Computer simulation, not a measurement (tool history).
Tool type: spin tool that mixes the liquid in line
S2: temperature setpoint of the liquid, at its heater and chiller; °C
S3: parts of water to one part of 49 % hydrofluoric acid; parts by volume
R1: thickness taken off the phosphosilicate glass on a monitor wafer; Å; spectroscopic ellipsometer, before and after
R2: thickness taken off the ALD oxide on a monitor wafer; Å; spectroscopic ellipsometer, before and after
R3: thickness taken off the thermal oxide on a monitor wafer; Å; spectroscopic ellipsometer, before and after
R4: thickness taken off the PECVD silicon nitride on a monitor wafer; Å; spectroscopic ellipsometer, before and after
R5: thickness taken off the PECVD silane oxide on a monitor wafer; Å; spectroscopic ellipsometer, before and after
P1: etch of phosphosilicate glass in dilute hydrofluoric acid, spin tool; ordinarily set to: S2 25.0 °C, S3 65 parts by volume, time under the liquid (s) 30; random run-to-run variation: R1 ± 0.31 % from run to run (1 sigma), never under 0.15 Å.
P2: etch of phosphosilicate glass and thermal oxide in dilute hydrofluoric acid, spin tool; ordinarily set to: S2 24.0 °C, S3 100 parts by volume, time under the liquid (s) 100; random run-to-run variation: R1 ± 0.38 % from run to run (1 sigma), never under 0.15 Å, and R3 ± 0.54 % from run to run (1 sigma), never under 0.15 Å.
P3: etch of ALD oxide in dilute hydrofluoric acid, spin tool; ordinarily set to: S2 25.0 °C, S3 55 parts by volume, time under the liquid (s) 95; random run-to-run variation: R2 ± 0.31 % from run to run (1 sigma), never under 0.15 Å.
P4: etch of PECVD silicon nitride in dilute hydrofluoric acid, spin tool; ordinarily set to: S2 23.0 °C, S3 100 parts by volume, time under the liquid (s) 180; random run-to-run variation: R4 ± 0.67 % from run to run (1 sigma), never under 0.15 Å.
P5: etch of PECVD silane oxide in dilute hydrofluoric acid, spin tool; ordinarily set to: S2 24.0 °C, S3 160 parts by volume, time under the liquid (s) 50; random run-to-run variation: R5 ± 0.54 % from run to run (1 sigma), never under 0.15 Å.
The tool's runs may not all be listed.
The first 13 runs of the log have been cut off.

{"run": 14, "hour": 174.7, "process that ran": "P5", "S2": 24.0, "S3": 160, "time under the liquid (s)": 50, "R5": 76.452}
{"run": 15, "hour": 187.2, "process that ran": "P1", "S2": 25.0, "S3": 65, "time under the liquid (s)": 30, "R1": 815.4}
{"run": 16, "hour": 194.2, "process that ran": "P2", "S2": 24.0, "S3": 100, "time under the liquid (s)": 50, "R1": 294.04, "R3": 23.336}
{"run": 17, "hour": 204.5, "process that ran": "P5", "S2": 19.0, "S3": 160, "time under the liquid (s)": 50, "R5": 63.381}
{"run": 18, "hour": 211.5, "process that ran": "P5", "S2": 24.0, "S3": 160, "time under the liquid (s)": 90, "R5": 137.41}
{"run": 19, "hour": 221.6, "process that ran": "P2", "S2": 24.0, "S3": 100, "time under the liquid (s)": 100, "R1": 590.83, "R3": 46.358}
{"run": 20, "hour": 233.0, "process that ran": "P3", "S2": 25.0, "S3": 55, "time under the liquid (s)": 95, "R2": 450.5}
{"run": 21, "hour": 247.1, "process that ran": "P4", "S2": 23.0, "S3": 100, "time under the liquid (s)": 180, "R4": 39.171}
{"run": 22, "hour": 260.9, "process that ran": "P4", "S2": 23.0, "S3": 20, "time under the liquid (s)": 180, "R4": 186.99}
{"run": 23, "hour": 268.3, "process that ran": "P5", "S2": 24.0, "S3": 290, "time under the liquid (s)": 50, "R5": 36.628}
{"run": 24, "hour": 281.2, "process that ran": "P1", "S2": 25.0, "S3": 65, "time under the liquid (s)": 55, "R1": 1500.1}
{"run": 25, "hour": 288.2, "process that ran": "P1", "S2": 29.5, "S3": 25, "time under the liquid (s)": 30, "R1": 2688.2}
{"run": 26, "hour": 297.5, "process that ran": "P5", "S2": 24.0, "S3": 160, "time under the liquid (s)": 50, "R5": 76.245}
{"run": 27, "hour": 312.1, "process that ran": "P3", "S2": 25.0, "S3": 55, "time under the liquid (s)": 95, "R2": 450.07}
{"run": 28, "hour": 325.5, "process that ran": "P3", "S2": 25.0, "S3": 85, "time under the liquid (s)": 95, "R2": 278.73}
{"run": 29, "hour": 333.6, "process that ran": "P1", "S2": 30.5, "S3": 30, "time under the liquid (s)": 30, "R1": 2329.6}
{"run": 30, "hour": 347.4, "process that ran": "P2", "S2": 24.0, "S3": 30, "time under the liquid (s)": 100, "R1": 2171.2, "R3": 170.15}
{"run": 31, "hour": 355.9, "process that ran": "P4", "S2": 28.0, "S3": 100, "time under the liquid (s)": 180, "R4": 54.443}
{"run": 32, "hour": 369.5, "process that ran": "P1", "S2": 25.0, "S3": 65, "time under the liquid (s)": 15, "R1": 409.04}
{"run": 33, "hour": 378.3, "process that ran": "P1", "S2": 25.0, "S3": 65, "time under the liquid (s)": 30, "R1": 818.43}
{"run": 34, "hour": 391.7, "process that ran": "P1", "S2": 25.0, "S3": 65, "time under the liquid (s)": 30, "R1": 815.92}
{"run": 35, "hour": 402.5, "process that ran": "P1", "S2": 25.0, "S3": 65, "time under the liquid (s)": 30, "R1": 838.92}

Predict the results of run 36:
{"run": 36, "hour": 411.5, "process that ran": "P1", "S2": 25.0, "S3": 65, "time under the liquid (s)": 30, "R1": "?"}

Run 36 yielded R1 851.31 Å.
